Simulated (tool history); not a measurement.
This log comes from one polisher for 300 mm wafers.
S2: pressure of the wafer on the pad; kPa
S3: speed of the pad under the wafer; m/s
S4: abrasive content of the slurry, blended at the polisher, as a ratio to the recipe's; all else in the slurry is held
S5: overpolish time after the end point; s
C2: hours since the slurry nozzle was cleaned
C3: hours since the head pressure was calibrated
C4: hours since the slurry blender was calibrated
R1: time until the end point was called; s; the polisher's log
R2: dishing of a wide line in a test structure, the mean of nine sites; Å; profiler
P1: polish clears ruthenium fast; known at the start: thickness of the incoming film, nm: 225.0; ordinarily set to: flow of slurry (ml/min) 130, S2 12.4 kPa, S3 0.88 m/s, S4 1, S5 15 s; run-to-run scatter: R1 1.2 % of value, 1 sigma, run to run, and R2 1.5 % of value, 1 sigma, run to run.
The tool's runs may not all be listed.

Run 1, hour 8.3: flow of slurry (ml/min) 130, S2 12.4 kPa, S3 0.88 m/s, S4 1, S5 15 s; wafers polished on this pad 410; C2 571.8; C3 114.1; C4 289.7. Result: R1 96.657 s, R2 288.02 Å.
Run 2, hour 14.6: flow of slurry (ml/min) 130, S2 8.3 kPa, S3 0.88 m/s, S4 1.45, S5 15 s; wafers polished on this pad 480; C2 578.1; C3 120.4; C4 296. Result: R1 121.74 s, R2 229.7 Å.
Run 3, hour 20.4: flow of slurry (ml/min) 130, S2 12.4 kPa, S3 1.24 m/s, S4 1, S5 15 s; wafers polished on this pad 545; C2 583.9; C3 126.2; C4 301.8. Result: R1 68.499 s, R2 387.02 Å.
Run 4, hour 28.5: flow of slurry (ml/min) 130, S2 12.4 kPa, S3 0.88 m/s, S4 1, S5 15 s; wafers polished on this pad 636; C2 592; C3 134.3; C4 309.9. Result: R1 95.262 s, R2 288.22 Å.
Run 5, hour 35.7: flow of slurry (ml/min) 130, S2 12.4 kPa, S3 0.88 m/s, S4 1, S5 15 s; wafers polished on this pad 716; C2 599.2; C3 141.5; C4 317.1. Result: R1 95.613 s, R2 292.85 Å.
Run 6, hour 41.9: flow of slurry (ml/min) 130, S2 12.4 kPa, S3 0.88 m/s, S4 0.6, S5 15 s; wafers polished on this pad 786; C2 605.4; C3 147.7; C4 323.3. Result: R1 127.6 s, R2 226.95 Å.
Run 7, hour 49.3: flow of slurry (ml/min) 130, S2 6.9 kPa, S3 0.88 m/s, S4 1, S5 15 s; wafers polished on this pad 869; C2 612.8; C3 155.1; C4 330.7. Result: R1 175.41 s, R2 162.71 Å.
Run 8, hour 57.1: flow of slurry (ml/min) 130, S2 12.4 kPa, S3 0.88 m/s, S4 1, S5 30 s; wafers polished on this pad 956; C2 620.6; C3 162.9; C4 338.5. Result: R1 96.764 s, R2 527.22 Å.
Run 9, hour 62.8: flow of slurry (ml/min) 130, S2 12.4 kPa, S3 0.88 m/s, S4 1, S5 15 s; wafers polished on this pad 1020; C2 626.3; C3 168.6; C4 344.2. Result: R1 97.117 s, R2 286.66 Å.
Run 10, hour 68.6: flow of slurry (ml/min) 130, S2 17.9 kPa, S3 0.88 m/s, S4 1, S5 15 s; wafers polished on this pad 1084; C2 632.1; C3 174.4; C4 350. Result: R1 65.399 s, R2 397.08 Å.
Run 11, hour 73.6: flow of slurry (ml/min) 130, S2 12.4 kPa, S3 0.88 m/s, S4 1, S5 15 s; wafers polished on this pad 1140; C2 637.1; C3 179.4; C4 355. Result: R1 95.908 s, R2 296.88 Å.
Run 12, hour 81.7: flow of slurry (ml/min) 130, S2 12.4 kPa, S3 0.88 m/s, S4 1, S5 15 s; wafers polished on this pad 1231; C2 645.2; C3 187.5; C4 363.1. Result: R1 96.967 s, R2 295.86 Å.
Run 13, hour 85.8: flow of slurry (ml/min) 130, S2 12.4 kPa, S3 0.44 m/s, S4 1, S5 15 s; wafers polished on this pad 1277; C2 649.3; C3 191.6; C4 367.2. Result: R1 193.46 s, R2 149.96 Å.
Run 14, hour 90.5: flow of slurry (ml/min) 80, S2 12.4 kPa, S3 0.88 m/s, S4 1, S5 15 s; wafers polished on this pad 1329; C2 654; C3 196.3; C4 371.9. Result: R1 107.26 s, R2 254.43 Å.
Run 15, hour 98.9: flow of slurry (ml/min) 185, S2 12.4 kPa, S3 0.88 m/s, S4 1, S5 15 s; wafers polished on this pad 1423; C2 662.4; C3 204.7; C4 380.3. Result: R1 90.247 s, R2 301.24 Å.
At hour 105.2: head pressure recalibrated.
Run 16, hour 105.9: flow of slurry (ml/min) 130, S2 12.4 kPa, S3 0.88 m/s, S4 1.5, S5 15 s; wafers polished on this pad 1502; C2 669.4; C3 0.7; C4 387.3. Result: R1 83.096 s, R2 336.43 Å.
Run 17, hour 111.4: flow of slurry (ml/min) 130, S2 12.4 kPa, S3 0.88 m/s, S4 1, S5 7 s; wafers polished on this pad 1563; C2 674.9; C3 6.2; C4 392.8. Result: R1 95.872 s, R2 141.38 Å.
Run 18, hour 117.4: flow of slurry (ml/min) 130, S2 12.4 kPa, S3 0.88 m/s, S4 1, S5 15 s; wafers polished on this pad 1630; C2 680.9; C3 12.2; C4 398.8. Result: R1 96.306 s, R2 285.54 Å.
Run 19, hour 121.6: flow of slurry (ml/min) 130, S2 12.4 kPa, S3 0.88 m/s, S4 1, S5 15 s; wafers polished on this pad 1677; C2 685.1; C3 16.4; C4 403. Result: R1 96.725 s, R2 281 Å.
Run 20, hour 126.1: flow of slurry (ml/min) 130, S2 12.4 kPa, S3 0.88 m/s, S4 1, S5 15 s; wafers polished on this pad 1728; C2 689.6; C3 20.9; C4 407.5. Result: R1 101.72 s, R2 269.76 Å.
Run 21, hour 134.2: flow of slurry (ml/min) 130, S2 12.4 kPa, S3 0.88 m/s, S4 1, S5 15 s; wafers polished on this pad 1818; C2 697.7; C3 29; C4 415.6. Result: R1 102.52 s, R2 273.73 Å.
Run 22, hour 139.6: flow of slurry (ml/min) 130, S2 12.4 kPa, S3 0.88 m/s, S4 1, S5 15 s; wafers polished on this pad 1879; C2 703.1; C3 34.4; C4 421. Result: R1 105.58 s, R2 271.99 Å.
Run 23, hour 145.2: flow of slurry (ml/min) 130, S2 12.4 kPa, S3 0.88 m/s, S4 1, S5 15 s; wafers polished on this pad 1941; C2 708.7; C3 40; C4 426.6. Result: R1 106.69 s, R2 269.41 Å.
At hour 148.5: head pressure recalibrated.
At hour 151: worn pad replaced by a new one.
Run 24, hour 152: flow of slurry (ml/min) 130, S2 12.4 kPa, S3 0.88 m/s, S4 1, S5 15 s; wafers polished on this pad 11; C2 715.5; C3 3.5; C4 433.4. Result: R1 104.89 s, R2 252.87 Å.
Run 25, hour 156.6: flow of slurry (ml/min) 130, S2 12.4 kPa, S3 0.88 m/s, S4 1, S5 15 s; wafers polished on this pad 63; C2 720.1; C3 8.1; C4 438. Result: R1 107.59 s, R2 258.29 Å.
Run 26, hour 161.4: flow of slurry (ml/min) 130, S2 12.4 kPa, S3 0.88 m/s, S4 1, S5 15 s; wafers polished on this pad 117; C2 724.9; C3 12.9; C4 442.8. Result: R1 106.42 s, R2 264.23 Å.
Run 27, hour 168.6: flow of slurry (ml/min) 130, S2 12.4 kPa, S3 0.88 m/s, S4 1, S5 15 s; wafers polished on this pad 197; C2 732.1; C3 20.1; C4 450. Result: R1 106.02 s, R2 263.84 Å.

What P1 gives has crept away from where it was. These 2 causes fit the log equally well, each at the size given:
A: slurry flow missing at the pad, % = 38.3
B: abrasive missing from the slurry, % = 21.7
At approximately hour 117.4, the process output began to creep.
Each remaining cause and why it is not a fit:
removal rate lost through wear of the pad, %: its service at hour 151 followed the start of the drift and did not put the process back to its old value
head's pressure below its setpoint, %: its service at hour 148.5 followed the start of the drift and did not put the process back to its old value

Of the 4 check runs below, each run on 3 wafers with the results averaged and each result still a question mark, which one would tell the listed causes apart?
Run check 1, hour 175.8: flow of slurry (ml/min) 130, S2 12.4 kPa, S3 0.88 m/s, S4 1.3, S5 15 s. Result: R1 ?, R2 ?.
Run check 2, hour 175.8: flow of slurry (ml/min) 80, S2 12.4 kPa, S3 0.88 m/s, S4 1, S5 15 s. Result: R1 ?, R2 ?.
Run check 3, hour 175.8: flow of slurry (ml/min) 130, S2 9 kPa, S3 0.88 m/s, S4 0.8, S5 15 s. Result: R1 ?, R2 ?.
Run check 4, hour 175.8: flow of slurry (ml/min) 130, S2 12.4 kPa, S3 1.2 m/s, S4 1, S5 15 s. Result: R1 ?, R2 ?.

What every check run would give for each of its results, assuming each possible cause in turn:
  check  result    if A    if B
check 1      R1  96.563  95.042
check 1      R2  286.85  291.07
check 2      R1  129.12  121.57
check 2      R2  218.87  231.61
check 3      R1  166.35  168.62
check 3      R2  172.18  169.96
check 4      R1  79.112  79.109
check 4      R2  344.07  344.08
How far apart the two closest causes lie, in the result that separates them most: check 1 1.59 %; check 2 6.03 %; check 3 1.36 %; check 4 0 %
Check 2 is the one run that separates the causes; every other check would come out nearly the same whichever cause is at work.

The results of check 2 are: R1 128.99 s; R2 215.23 Å. Based on these, which of the listed causes is it?

A is the cause: slurry flow missing at the pad, %.

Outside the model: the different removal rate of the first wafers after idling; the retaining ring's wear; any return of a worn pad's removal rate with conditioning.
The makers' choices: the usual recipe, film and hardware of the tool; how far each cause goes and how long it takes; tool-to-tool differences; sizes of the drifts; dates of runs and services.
